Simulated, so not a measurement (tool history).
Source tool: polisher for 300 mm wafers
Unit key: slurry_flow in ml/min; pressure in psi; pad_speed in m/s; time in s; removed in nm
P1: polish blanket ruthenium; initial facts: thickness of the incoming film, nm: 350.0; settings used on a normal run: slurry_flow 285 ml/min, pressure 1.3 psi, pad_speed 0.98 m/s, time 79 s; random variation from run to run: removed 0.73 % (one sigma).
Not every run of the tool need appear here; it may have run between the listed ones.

{"run": 1, "hour": 12.9, "slurry_flow": 285, "pressure": 1.3, "pad_speed": 0.98, "time": 79, "removed": 58.239}
{"run": 2, "hour": 25.0, "slurry_flow": 170, "pressure": 1.3, "pad_speed": 0.98, "time": 79, "removed": 54.875}
{"run": 3, "hour": 36.6, "slurry_flow": 285, "pressure": 1.3, "pad_speed": 0.98, "time": 79, "removed": 58.696}
{"run": 4, "hour": 48.6, "slurry_flow": 285, "pressure": 1.9, "pad_speed": 0.98, "time": 79, "removed": 84.394}
{"hour": 54.6, "done": "worn pad replaced by a new one"}
{"run": 5, "hour": 59.3, "slurry_flow": 285, "pressure": 0.9, "pad_speed": 0.98, "time": 79, "removed": 40.115}
{"run": 6, "hour": 72.7, "slurry_flow": 285, "pressure": 2.0, "pad_speed": 0.98, "time": 119, "removed": 133.86}
{"run": 7, "hour": 83.1, "slurry_flow": 285, "pressure": 1.3, "pad_speed": 0.98, "time": 79, "removed": 58.06}
{"run": 8, "hour": 91.5, "slurry_flow": 285, "pressure": 1.3, "pad_speed": 0.98, "time": 79, "removed": 58.509}
{"run": 9, "hour": 99.8, "slurry_flow": 285, "pressure": 1.3, "pad_speed": 0.98, "time": 79, "removed": 57.653}
{"run": 10, "hour": 108.9, "slurry_flow": 445, "pressure": 1.3, "pad_speed": 0.98, "time": 79, "removed": 60.395}
{"run": 11, "hour": 123.0, "slurry_flow": 285, "pressure": 1.3, "pad_speed": 0.98, "time": 79, "removed": 58.713}
{"run": 12, "hour": 133.2, "slurry_flow": 285, "pressure": 1.3, "pad_speed": 1.44, "time": 79, "removed": 86.183}
{"run": 13, "hour": 146.0, "slurry_flow": 285, "pressure": 1.3, "pad_speed": 0.98, "time": 36, "removed": 26.803}
{"run": 14, "hour": 155.6, "slurry_flow": 285, "pressure": 1.3, "pad_speed": 0.52, "time": 79, "removed": 30.941}
{"run": 15, "hour": 163.8, "slurry_flow": 285, "pressure": 1.3, "pad_speed": 0.98, "time": 114, "removed": 83.955}
{"run": 16, "hour": 177.9, "slurry_flow": 285, "pressure": 1.3, "pad_speed": 0.98, "time": 79, "removed": 58.773}
{"run": 17, "hour": 192.0, "slurry_flow": 285, "pressure": 1.3, "pad_speed": 0.98, "time": 79, "removed": 56.463}
{"run": 18, "hour": 198.8, "slurry_flow": 285, "pressure": 1.3, "pad_speed": 0.98, "time": 79, "removed": 57.155}
{"run": 19, "hour": 211.9, "slurry_flow": 285, "pressure": 1.3, "pad_speed": 0.98, "time": 79, "removed": 56.048}
{"run": 20, "hour": 221.4, "slurry_flow": 285, "pressure": 1.3, "pad_speed": 0.98, "time": 79, "removed": 55.394}
{"hour": 223.8, "done": "worn pad replaced by a new one"}
{"run": 21, "hour": 234.7, "slurry_flow": 285, "pressure": 1.3, "pad_speed": 0.98, "time": 79, "removed": 55.393}
{"run": 22, "hour": 241.0, "slurry_flow": 285, "pressure": 1.3, "pad_speed": 0.98, "time": 79, "removed": 55.9}
{"run": 23, "hour": 254.3, "slurry_flow": 285, "pressure": 1.3, "pad_speed": 0.98, "time": 79, "removed": 55.102}
{"run": 24, "hour": 267.8, "slurry_flow": 285, "pressure": 1.3, "pad_speed": 0.98, "time": 79, "removed": 54.557}
{"run": 25, "hour": 281.5, "slurry_flow": 285, "pressure": 1.3, "pad_speed": 0.98, "time": 79, "removed": 55.619}

What P1 gives has crept away from where it was. These 2 causes fit the log equally well, each at the size given:
A: head's pressure below its setpoint, % = 5.26
B: slurry flow missing at the pad, % = 36.6
Onset of the creep was near hour 177.9.
Excluded causes, each with its reason:
removal rate lost through wear of the pad, %: serviced at hour 223.8, after the drift had started, without restoring the earlier output

Consider the 4 check runs below, whose results appear as question marks and each of which averages 5 wafers. Which one distinguishes the causes, in that each cause would give it a clearly different result?
{"run": "check 1", "hour": 295.2, "slurry_flow": 285, "pressure": 1.3, "pad_speed": 1.18, "time": 79, "removed": "?"}
{"run": "check 2", "hour": 295.2, "slurry_flow": 180, "pressure": 1.3, "pad_speed": 0.98, "time": 79, "removed": "?"}
{"run": "check 3", "hour": 295.2, "slurry_flow": 285, "pressure": 1.0, "pad_speed": 1.3, "time": 79, "removed": "?"}
{"run": "check 4", "hour": 295.2, "slurry_flow": 285, "pressure": 1.3, "pad_speed": 1.22, "time": 79, "removed": "?"}

Expected result of each check under each candidate cause:
check=check_1 result=removed if_A=66.334 if_B=66.330
check=check_2 result=removed if_A=52.161 if_B=50.670
check=check_3 result=removed if_A=56.215 if_B=56.212
check=check_4 result=removed if_A=68.582 if_B=68.579
Smallest distance between any two causes, each pair judged by its most separating result, in per cent: check 1 0.01 %; check 2 2.9 %; check 3 0.01 %; check 4 0.01 %
Check 2 distinguishes between the causes, while the remaining checks would return nearly the same result for all of them.

With check 2 done, the readings were: removed 52.026 nm. Identify which of the listed causes applies.

The cause is A: head's pressure below its setpoint, %.

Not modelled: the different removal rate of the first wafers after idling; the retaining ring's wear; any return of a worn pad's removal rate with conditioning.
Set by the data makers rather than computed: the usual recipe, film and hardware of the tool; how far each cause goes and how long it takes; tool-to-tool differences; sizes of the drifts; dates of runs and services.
